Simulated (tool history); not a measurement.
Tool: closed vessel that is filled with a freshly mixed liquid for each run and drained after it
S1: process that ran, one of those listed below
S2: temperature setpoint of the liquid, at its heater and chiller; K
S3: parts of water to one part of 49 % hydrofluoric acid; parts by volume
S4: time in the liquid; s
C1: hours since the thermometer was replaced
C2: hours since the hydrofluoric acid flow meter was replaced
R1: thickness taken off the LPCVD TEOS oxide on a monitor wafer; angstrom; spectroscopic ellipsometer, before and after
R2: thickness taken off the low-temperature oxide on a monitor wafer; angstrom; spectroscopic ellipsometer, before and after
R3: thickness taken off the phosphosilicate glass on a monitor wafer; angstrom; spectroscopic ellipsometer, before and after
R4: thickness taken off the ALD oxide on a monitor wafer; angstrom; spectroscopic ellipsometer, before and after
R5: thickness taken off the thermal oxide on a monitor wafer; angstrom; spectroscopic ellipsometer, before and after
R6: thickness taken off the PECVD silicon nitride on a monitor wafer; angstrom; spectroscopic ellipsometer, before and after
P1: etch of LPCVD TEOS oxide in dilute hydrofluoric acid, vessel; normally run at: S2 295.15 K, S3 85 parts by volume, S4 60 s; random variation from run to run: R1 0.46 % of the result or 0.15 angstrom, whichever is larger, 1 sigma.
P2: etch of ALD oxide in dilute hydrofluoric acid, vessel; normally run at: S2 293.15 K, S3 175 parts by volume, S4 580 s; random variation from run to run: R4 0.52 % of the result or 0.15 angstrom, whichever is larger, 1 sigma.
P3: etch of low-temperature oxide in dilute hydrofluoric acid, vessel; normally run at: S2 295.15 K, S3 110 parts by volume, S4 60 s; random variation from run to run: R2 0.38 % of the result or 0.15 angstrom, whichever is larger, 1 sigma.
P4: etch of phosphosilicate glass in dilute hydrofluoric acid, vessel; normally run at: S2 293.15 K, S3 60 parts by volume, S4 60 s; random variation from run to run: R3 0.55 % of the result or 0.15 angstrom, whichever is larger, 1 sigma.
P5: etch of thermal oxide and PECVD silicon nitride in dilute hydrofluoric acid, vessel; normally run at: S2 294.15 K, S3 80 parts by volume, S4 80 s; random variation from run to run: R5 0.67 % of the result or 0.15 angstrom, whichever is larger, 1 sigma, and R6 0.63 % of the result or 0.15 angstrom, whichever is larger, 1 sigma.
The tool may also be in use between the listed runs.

run 1 hour=6.6 | S1=P1 S2=295.15 S3=85 S4=60 | C1=1452.4 C2=632.8 | R1=200.94
run 2 hour=11.5 | S1=P3 S2=295.15 S3=110 S4=30 | C1=1457.3 C2=637.7 | R2=37.075
run 3 hour=17.5 | S1=P4 S2=299.15 S3=60 S4=60 | C1=1463.3 C2=643.7 | R3=992.51
run 4 hour=22.5 | S1=P4 S2=293.15 S3=95 S4=60 | C1=1468.3 C2=648.7 | R3=468.61
run 5 hour=30.0 | S1=P3 S2=295.15 S3=40 S4=60 | C1=1475.8 C2=656.2 | R2=221.990
run 6 hour=34.5 | S1=P1 S2=295.15 S3=85 S4=60 | C1=1480.3 C2=660.7 | R1=199.30
run 7 hour=39.5 | S1=P2 S2=293.15 S3=175 S4=580 | C1=1485.3 C2=665.7 | R4=315.80
run 8 hour=45.2 | S1=P5 S2=294.15 S3=20 S4=80 | C1=1491.0 C2=671.4 | R5=192.630 R6=178.180
run 9 hour=52.8 | S1=P1 S2=295.15 S3=85 S4=60 | C1=1498.6 C2=679.0 | R1=201.07
run 10 hour=56.4 | S1=P1 S2=301.15 S3=85 S4=60 | C1=1502.2 C2=682.6 | R1=255.33
run 11 hour=62.3 | S1=P4 S2=293.15 S3=60 S4=30 | C1=1508.1 C2=688.5 | R3=384.69
run 12 hour=69.4 | S1=P1 S2=295.15 S3=130 S4=60 | C1=1515.2 C2=695.6 | R1=124.35
run 13 hour=76.3 | S1=P2 S2=293.15 S3=100 S4=580 | C1=1522.1 C2=702.5 | R4=605.37
run 14 hour=80.9 | S1=P1 S2=295.15 S3=85 S4=120 | C1=1526.7 C2=707.1 | R1=397.79
run 15 hour=85.8 | S1=P3 S2=295.15 S3=110 S4=60 | C1=1531.6 C2=712.0 | R2=73.620
-- hour=88.7 hydrofluoric acid flow meter replaced
run 16 hour=90.0 | S1=P5 S2=294.15 S3=80 S4=80 | C1=1535.8 C2=1.3 | R5=44.723 R6=46.033
run 17 hour=95.5 | S1=P2 S2=293.15 S3=175 S4=325 | C1=1541.3 C2=6.8 | R4=177.27
run 18 hour=101.4 | S1=P1 S2=298.65 S3=50 S4=60 | C1=1547.2 C2=12.7 | R1=407.34
run 19 hour=104.8 | S1=P4 S2=293.15 S3=60 S4=60 | C1=1550.6 C2=16.1 | R3=767.05
run 20 hour=109.6 | S1=P1 S2=295.15 S3=85 S4=60 | C1=1555.4 C2=20.9 | R1=200.31
run 21 hour=116.7 | S1=P1 S2=291.15 S3=85 S4=60 | C1=1562.5 C2=28.0 | R1=169.81
run 22 hour=122.8 | S1=P3 S2=290.15 S3=110 S4=60 | C1=1568.6 C2=34.1 | R2=60.382
run 23 hour=129.7 | S1=P5 S2=294.15 S3=80 S4=155 | C1=1575.5 C2=41.0 | R5=86.233 R6=89.949
run 24 hour=134.4 | S1=P1 S2=295.15 S3=85 S4=30 | C1=1580.2 C2=45.7 | R1=101.13
run 25 hour=139.4 | S1=P2 S2=290.15 S3=175 S4=580 | C1=1585.2 C2=50.7 | R4=281.90
run 26 hour=145.6 | S1=P5 S2=294.15 S3=80 S4=80 | C1=1591.4 C2=56.9 | R5=44.589 R6=46.744
run 27 hour=150.8 | S1=P5 S2=301.65 S3=80 S4=80 | C1=1596.6 C2=62.1 | R5=59.886 R6=75.903
run 28 hour=157.1 | S1=P1 S2=295.15 S3=85 S4=60 | C1=1602.9 C2=68.4 | R1=200.16
run 29 hour=161.9 | S1=P1 S2=295.15 S3=50 S4=60 | C1=1607.7 C2=73.2 | R1=356.77
run 30 hour=166.4 | S1=P1 S2=295.15 S3=85 S4=60 | C1=1612.2 C2=77.7 | R1=200.27
run 31 hour=172.3 | S1=P1 S2=295.15 S3=85 S4=60 | C1=1618.1 C2=83.6 | R1=207.56
run 32 hour=176.6 | S1=P1 S2=295.15 S3=85 S4=60 | C1=1622.4 C2=87.9 | R1=209.00
run 33 hour=180.5 | S1=P1 S2=295.15 S3=85 S4=60 | C1=1626.3 C2=91.8 | R1=210.66
run 34 hour=186.5 | S1=P1 S2=295.15 S3=85 S4=60 | C1=1632.3 C2=97.8 | R1=213.22
run 35 hour=192.8 | S1=P1 S2=295.15 S3=85 S4=60 | C1=1638.6 C2=104.1 | R1=212.17
run 36 hour=197.1 | S1=P1 S2=295.15 S3=85 S4=60 | C1=1642.9 C2=108.4 | R1=213.40
run 37 hour=200.5 | S1=P1 S2=295.15 S3=85 S4=60 | C1=1646.3 C2=111.8 | R1=212.07

What P1 gives has crept away from where it was. These 2 causes fit the log equally well, each at the size given:
A: liquid hotter than its thermometer reads (K) = 1.55
B: hydrofluoric acid flow above the setpoint (%) = 5.87
The creep began at about hour 166.4.

4 check runs are offered, one wafer each, their results left as question marks. Which one tells the causes apart?
run check 1 hour=203.9 | S1=P4 S2=293.15 S3=60 S4=60 | R3=?
run check 2 hour=203.9 | S1=P5 S2=294.15 S3=80 S4=80 | R5=? R6=?
run check 3 hour=203.9 | S1=P2 S2=293.15 S3=175 S4=580 | R4=?
run check 4 hour=203.9 | S1=P3 S2=295.15 S3=110 S4=60 | R2=?

What each check would give under each cause:
check=check_1 result=R3 if_A=824.39 if_B=821.17
check=check_2 result=R5 if_A=47.480 if_B=47.424
check=check_2 result=R6 if_A=51.608 if_B=49.138
check=check_3 result=R4 if_A=335.76 if_B=337.98
check=check_4 result=R2 if_A=78.986 if_B=79.180
How far apart the two closest causes lie, in the result that separates them most: check 1 0.39 %; check 2 4.9 %; check 3 0.66 %; check 4 0.25 %
Only check 2 tells the causes apart: in the others they would give nearly the same result.

Check 2 was then run and gave: R5 47.963 angstrom; R6 51.721 angstrom. Which cause is it?

It is A: liquid hotter than its thermometer reads (K).
